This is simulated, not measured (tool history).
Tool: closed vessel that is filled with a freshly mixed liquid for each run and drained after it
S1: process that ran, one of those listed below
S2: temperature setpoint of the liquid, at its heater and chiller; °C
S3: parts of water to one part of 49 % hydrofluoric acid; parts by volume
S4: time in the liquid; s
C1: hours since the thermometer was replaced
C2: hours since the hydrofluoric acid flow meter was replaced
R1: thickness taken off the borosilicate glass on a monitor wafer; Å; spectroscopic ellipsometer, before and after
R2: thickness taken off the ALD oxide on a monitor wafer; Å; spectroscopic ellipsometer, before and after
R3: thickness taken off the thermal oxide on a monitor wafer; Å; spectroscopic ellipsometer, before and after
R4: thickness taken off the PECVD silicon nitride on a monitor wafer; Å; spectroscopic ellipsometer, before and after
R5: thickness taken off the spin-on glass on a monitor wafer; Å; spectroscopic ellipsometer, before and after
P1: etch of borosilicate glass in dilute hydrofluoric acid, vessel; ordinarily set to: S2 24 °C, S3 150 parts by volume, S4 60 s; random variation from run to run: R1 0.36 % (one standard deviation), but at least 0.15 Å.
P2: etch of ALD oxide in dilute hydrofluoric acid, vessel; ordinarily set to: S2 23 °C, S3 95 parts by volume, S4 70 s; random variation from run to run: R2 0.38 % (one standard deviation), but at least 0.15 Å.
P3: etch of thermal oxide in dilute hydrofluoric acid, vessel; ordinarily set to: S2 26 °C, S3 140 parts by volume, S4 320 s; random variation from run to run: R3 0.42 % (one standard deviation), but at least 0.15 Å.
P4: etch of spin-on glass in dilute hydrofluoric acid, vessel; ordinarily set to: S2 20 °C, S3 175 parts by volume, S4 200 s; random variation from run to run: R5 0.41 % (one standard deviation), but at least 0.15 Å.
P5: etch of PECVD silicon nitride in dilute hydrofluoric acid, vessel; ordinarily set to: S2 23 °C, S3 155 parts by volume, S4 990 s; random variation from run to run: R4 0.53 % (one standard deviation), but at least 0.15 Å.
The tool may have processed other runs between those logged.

| run | day | S1 | S2 | S3 | S4 | C1 | C2 | R1 | R2 | R3 | R4 | R5 |
|---|---|---|---|---|---|---|---|---|---|---|---|---|
| 1 | 0.362 | P1 | 24 | 150 | 60 | 1181.2 | 815.9 | 76.842 |  |  |  |  |
| 2 | 0.575 | P2 | 23 | 40 | 70 | 1186.3 | 821.0 |  | 459.72 |  |  |  |
| 3 | 0.792 | P1 | 24 | 150 | 60 | 1191.5 | 826.2 | 76.143 |  |  |  |  |
| 4 | 1.158 | P1 | 29 | 150 | 30 | 1200.3 | 835.0 | 46.348 |  |  |  |  |
| 5 | 1.433 | P3 | 26 | 140 | 320 | 1206.9 | 841.6 |  |  | 107.940 |  |  |
| 6 | 1.621 | P5 | 18 | 155 | 990 | 1211.4 | 846.1 |  |  |  | 74.9500 |  |
| 7 | 1.796 | P1 | 24 | 150 | 60 | 1215.6 | 850.3 | 76.961 |  |  |  |  |
| 8 | 2.104 | P4 | 20 | 175 | 200 | 1223.0 | 857.7 |  |  |  |  | 319.16 |
| 9 | 2.383 | P2 | 29 | 95 | 70 | 1229.7 | 864.4 |  | 230.41 |  |  |  |
| 10 | 2.617 | P1 | 24 | 150 | 60 | 1235.3 | 870.0 | 76.515 |  |  |  |  |
| 11 | 2.817 | P5 | 23 | 95 | 990 | 1240.1 | 874.8 |  |  |  | 169.5600 |  |
| 12 | 2.983 | P1 | 24 | 150 | 95 | 1244.1 | 878.8 | 121.520 |  |  |  |  |
| 13 | 3.317 | P1 | 24 | 150 | 60 | 1252.1 | 886.8 | 76.478 |  |  |  |  |
| 14 | 3.550 | P4 | 20 | 325 | 200 | 1257.7 | 892.4 |  |  |  |  | 150.10 |
| 15 | 3.783 | P5 | 23 | 155 | 40 | 1263.3 | 898.0 |  |  |  | 4.0496 |  |
| 16 | 3.946 | P1 | 24 | 50 | 60 | 1267.2 | 901.9 | 259.200 |  |  |  |  |
| 17 | 4.196 | P3 | 26 | 210 | 320 | 1273.2 | 907.9 |  |  | 66.791 |  |  |
| 18 | 4.425 | P4 | 17 | 175 | 200 | 1278.7 | 913.4 |  |  |  |  | 287.34 |
| 19 | 4.583 | P1 | 24 | 150 | 30 | 1282.5 | 917.2 | 38.765 |  |  |  |  |

Run 20 is up next; what results do you expect?
| 20 | 4.800 | P1 | 28 | 100 | 60 | 1287.7 | 922.4 | ? |  |  |  |  |

R1: 141.920 Å

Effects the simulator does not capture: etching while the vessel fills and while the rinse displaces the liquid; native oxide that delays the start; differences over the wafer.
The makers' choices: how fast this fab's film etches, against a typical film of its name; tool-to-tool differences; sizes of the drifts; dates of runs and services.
